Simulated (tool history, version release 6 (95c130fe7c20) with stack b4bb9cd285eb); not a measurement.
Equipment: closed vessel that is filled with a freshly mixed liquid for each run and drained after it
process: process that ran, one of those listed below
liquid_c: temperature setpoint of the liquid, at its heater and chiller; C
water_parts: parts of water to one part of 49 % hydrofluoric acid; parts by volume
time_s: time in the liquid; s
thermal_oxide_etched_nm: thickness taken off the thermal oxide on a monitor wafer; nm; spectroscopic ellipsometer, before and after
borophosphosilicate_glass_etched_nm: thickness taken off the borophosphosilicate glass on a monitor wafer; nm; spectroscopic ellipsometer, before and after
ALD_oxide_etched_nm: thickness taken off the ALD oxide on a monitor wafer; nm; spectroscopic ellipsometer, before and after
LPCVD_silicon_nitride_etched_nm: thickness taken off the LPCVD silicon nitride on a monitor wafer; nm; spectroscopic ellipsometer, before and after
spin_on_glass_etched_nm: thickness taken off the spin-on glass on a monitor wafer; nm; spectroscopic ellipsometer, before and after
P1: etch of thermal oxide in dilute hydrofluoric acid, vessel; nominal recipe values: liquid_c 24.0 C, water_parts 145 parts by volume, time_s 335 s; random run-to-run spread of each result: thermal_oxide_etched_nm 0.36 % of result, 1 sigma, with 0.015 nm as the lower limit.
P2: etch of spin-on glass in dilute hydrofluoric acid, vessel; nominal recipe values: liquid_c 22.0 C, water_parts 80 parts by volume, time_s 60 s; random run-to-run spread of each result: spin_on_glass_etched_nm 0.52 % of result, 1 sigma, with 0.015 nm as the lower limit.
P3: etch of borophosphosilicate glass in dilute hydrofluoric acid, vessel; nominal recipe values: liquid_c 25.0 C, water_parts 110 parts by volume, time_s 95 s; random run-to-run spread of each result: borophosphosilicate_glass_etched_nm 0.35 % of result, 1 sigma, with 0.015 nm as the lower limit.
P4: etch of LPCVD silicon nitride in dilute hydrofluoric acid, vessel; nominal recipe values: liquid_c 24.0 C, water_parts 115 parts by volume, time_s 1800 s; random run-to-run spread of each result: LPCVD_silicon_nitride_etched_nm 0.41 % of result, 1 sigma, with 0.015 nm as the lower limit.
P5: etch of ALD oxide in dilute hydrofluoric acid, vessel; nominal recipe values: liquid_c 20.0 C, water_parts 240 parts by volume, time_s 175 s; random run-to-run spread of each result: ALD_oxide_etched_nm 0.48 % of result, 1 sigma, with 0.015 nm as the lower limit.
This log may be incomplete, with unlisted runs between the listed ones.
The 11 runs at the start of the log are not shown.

run,hour,process,liquid_c,water_parts,time_s,hours since the thermometer was replaced,hours since the hydrofluoric acid flow meter was replaced,thermal_oxide_etched_nm,borophosphosilicate_glass_etched_nm,ALD_oxide_etched_nm,LPCVD_silicon_nitride_etched_nm,spin_on_glass_etched_nm
12,107.2,P2,22.0,80,60,1263.1,476.7,,,,,17.8000
13,118.7,P3,25.0,170,95,1274.6,488.2,,20.730,,,
14,130.0,P3,25.0,110,175,1285.9,499.5,,63.688,,,
15,138.5,P1,24.0,145,335,1294.4,508.0,10.41800,,,,
16,147.1,P2,22.0,80,30,1303.0,516.6,,,,,8.8169
17,154.7,P2,22.0,80,60,1310.6,524.2,,,,,17.5450
18,160.9,P1,24.0,235,90,1316.8,530.4,1.56480,,,,
19,166.4,P5,20.0,240,175,1322.3,535.9,,,9.1867,,
20,171.6,P1,20.0,145,335,1327.5,541.1,8.92750,,,,
21,179.3,P5,20.0,420,175,1335.2,548.8,,,4.5504,,
22,185.4,P3,25.0,110,95,1341.3,554.9,,34.586,,,
23,191.7,P1,24.0,35,335,1347.6,561.2,49.65600,,,,
24,200.3,P3,29.5,110,95,1356.2,569.8,,40.928,,,
25,208.1,P2,17.0,80,60,1364.0,577.6,,,,,14.3580
26,218.4,P1,32.0,145,335,1374.3,587.9,13.99000,,,,
27,227.5,P1,24.0,145,335,1383.4,597.0,10.48000,,,,
28,237.7,P1,24.0,145,335,1393.6,607.2,10.48300,,,,
29,246.2,P4,24.0,115,1800,1402.1,615.7,,,,6.6670,

What does the tool deliver on the next run?
30,251.8,P5,20.0,240,305,1407.7,621.3,,,?,,

ALD_oxide_etched_nm: 16.1060 nm

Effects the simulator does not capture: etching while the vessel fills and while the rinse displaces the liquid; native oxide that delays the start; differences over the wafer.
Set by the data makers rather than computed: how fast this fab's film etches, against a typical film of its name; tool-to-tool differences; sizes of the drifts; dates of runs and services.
